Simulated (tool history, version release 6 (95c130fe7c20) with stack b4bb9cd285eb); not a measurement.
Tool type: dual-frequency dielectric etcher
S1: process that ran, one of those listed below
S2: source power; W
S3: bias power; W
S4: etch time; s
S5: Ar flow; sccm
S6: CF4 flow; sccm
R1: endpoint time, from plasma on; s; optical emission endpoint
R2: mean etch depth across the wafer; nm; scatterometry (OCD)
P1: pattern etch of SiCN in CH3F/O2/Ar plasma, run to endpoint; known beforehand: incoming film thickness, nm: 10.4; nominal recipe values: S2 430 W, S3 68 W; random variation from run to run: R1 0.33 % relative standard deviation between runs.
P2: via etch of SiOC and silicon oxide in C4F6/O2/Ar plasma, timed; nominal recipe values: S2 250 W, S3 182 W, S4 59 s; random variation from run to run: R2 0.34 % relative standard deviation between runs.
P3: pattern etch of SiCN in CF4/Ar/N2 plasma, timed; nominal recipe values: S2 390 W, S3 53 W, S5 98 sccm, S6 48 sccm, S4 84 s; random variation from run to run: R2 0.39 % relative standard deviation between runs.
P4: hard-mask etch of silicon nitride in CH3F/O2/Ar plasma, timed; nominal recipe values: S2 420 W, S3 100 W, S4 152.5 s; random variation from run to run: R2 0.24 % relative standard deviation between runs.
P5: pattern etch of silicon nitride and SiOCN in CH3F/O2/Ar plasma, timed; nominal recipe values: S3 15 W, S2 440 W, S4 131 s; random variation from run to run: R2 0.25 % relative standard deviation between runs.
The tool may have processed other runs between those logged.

run,day,S1,S2,S3,S4,S5,S6,R1,R2
1,0.238,P1,430,68,,,,27.473,
2,0.4,P4,420,100,92,,,,75.533
3,0.558,P1,310,68,,,,31.175,
4,0.738,P1,280,41,,,,38.715,
5,0.9,P5,440,15,131,,,,15.933
6,1.062,P1,430,68,,,,27.417,
7,1.258,P4,420,100,152.5,,,,125.6
8,1.45,P2,250,182,81,,,,77.722
9,1.608,P2,250,182,59,,,,56.447
# day 1.7: bias power generator calibrated
10,1.846,P1,430,68,,,,27.422,
11,1.967,P1,430,90,,,,24.959,
12,2.092,P3,390,53,84,134,48,,51.148
13,2.217,P1,430,68,,,,27.412,
14,2.321,P5,320,15,131,,,,14.226
15,2.467,P1,430,68,,,,27.538,
16,2.592,P1,520,55,,,,27.601,
# day 2.625: wet clean of the chamber
17,2.696,P4,270,100,152.5,,,,106.74
18,2.883,P1,430,68,,,,27.519,
19,3.058,P1,540,68,,,,25.148,
20,3.283,P4,420,65,152.5,,,,107.56

For run 21, what comes out?
21,3.421,P5,440,15,185.5,,,,?

{"run 21": {"R2": 22.553}}

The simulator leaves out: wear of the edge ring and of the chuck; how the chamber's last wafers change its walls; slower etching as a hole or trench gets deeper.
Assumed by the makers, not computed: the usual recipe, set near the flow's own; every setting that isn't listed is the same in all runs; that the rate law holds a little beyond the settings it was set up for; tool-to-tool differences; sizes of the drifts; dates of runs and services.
